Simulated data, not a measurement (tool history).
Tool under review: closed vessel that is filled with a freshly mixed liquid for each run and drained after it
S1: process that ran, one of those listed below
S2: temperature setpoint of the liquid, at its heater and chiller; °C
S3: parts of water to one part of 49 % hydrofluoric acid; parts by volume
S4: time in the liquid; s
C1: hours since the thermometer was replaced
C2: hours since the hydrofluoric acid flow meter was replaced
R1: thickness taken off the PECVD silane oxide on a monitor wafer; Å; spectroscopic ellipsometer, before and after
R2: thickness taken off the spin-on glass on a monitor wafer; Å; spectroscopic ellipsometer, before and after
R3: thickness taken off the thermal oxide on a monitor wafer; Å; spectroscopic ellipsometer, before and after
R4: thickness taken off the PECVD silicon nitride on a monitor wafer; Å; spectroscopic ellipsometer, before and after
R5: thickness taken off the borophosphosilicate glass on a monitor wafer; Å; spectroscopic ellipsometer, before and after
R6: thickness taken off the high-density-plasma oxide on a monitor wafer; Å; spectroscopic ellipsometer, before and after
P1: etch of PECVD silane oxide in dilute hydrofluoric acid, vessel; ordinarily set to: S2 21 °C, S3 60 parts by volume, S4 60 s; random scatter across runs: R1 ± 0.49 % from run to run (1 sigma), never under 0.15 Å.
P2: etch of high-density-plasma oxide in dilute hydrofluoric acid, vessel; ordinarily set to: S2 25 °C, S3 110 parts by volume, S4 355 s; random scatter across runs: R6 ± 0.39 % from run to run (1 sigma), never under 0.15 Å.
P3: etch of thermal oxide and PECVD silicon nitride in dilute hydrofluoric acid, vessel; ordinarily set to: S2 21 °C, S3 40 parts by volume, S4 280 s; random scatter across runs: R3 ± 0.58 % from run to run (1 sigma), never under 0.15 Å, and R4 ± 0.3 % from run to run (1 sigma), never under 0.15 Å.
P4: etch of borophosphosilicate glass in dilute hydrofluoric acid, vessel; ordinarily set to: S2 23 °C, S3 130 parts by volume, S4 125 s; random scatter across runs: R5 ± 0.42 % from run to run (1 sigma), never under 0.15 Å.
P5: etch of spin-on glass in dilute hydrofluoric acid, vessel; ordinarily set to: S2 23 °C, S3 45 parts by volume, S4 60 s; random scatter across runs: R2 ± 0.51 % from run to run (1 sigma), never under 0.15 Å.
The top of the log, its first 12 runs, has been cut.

run,hour,S1,S2,S3,S4,C1,C2,R1,R2,R3,R4,R5,R6
13,154,P1,21,60,60,791.7,456.5,251.39,,,,,
14,165.8,P2,25,110,30,803.5,468.3,,,,,,16.67
15,179.4,P1,17,60,105,817.1,481.9,366.96,,,,,
16,189.6,P5,18,45,60,827.3,492.1,,326.87,,,,
17,201,P4,23,130,200,838.7,503.5,,,,,975.8,
18,209.7,P1,17,60,60,847.4,512.2,209.81,,,,,
19,217.6,P1,21,60,105,855.3,520.1,435.96,,,,,
20,228.3,P2,25,110,355,866,530.8,,,,,,196.21
21,240.5,P3,21,40,280,878.2,543,,,321.28,164.45,,
22,255.7,P1,21,60,60,893.4,558.2,249.95,,,,,
# hour 263.9: hydrofluoric acid flow meter replaced
23,268.5,P4,23,130,125,906.2,4.6,,,,,613.01,
24,281.7,P3,17,40,280,919.4,17.8,,,269.04,124.64,,
25,292.2,P1,27,60,60,929.9,28.3,319.11,,,,,
26,302.4,P2,33.5,110,355,940.1,38.5,,,,,,272.55
27,313.5,P5,23,45,60,951.2,49.6,,406.15,,,,

Run 28 has not been measured yet. What should we expect?
28,328,P2,25,175,355,965.7,64.1,,,,,,?

R6: 115.28 Å
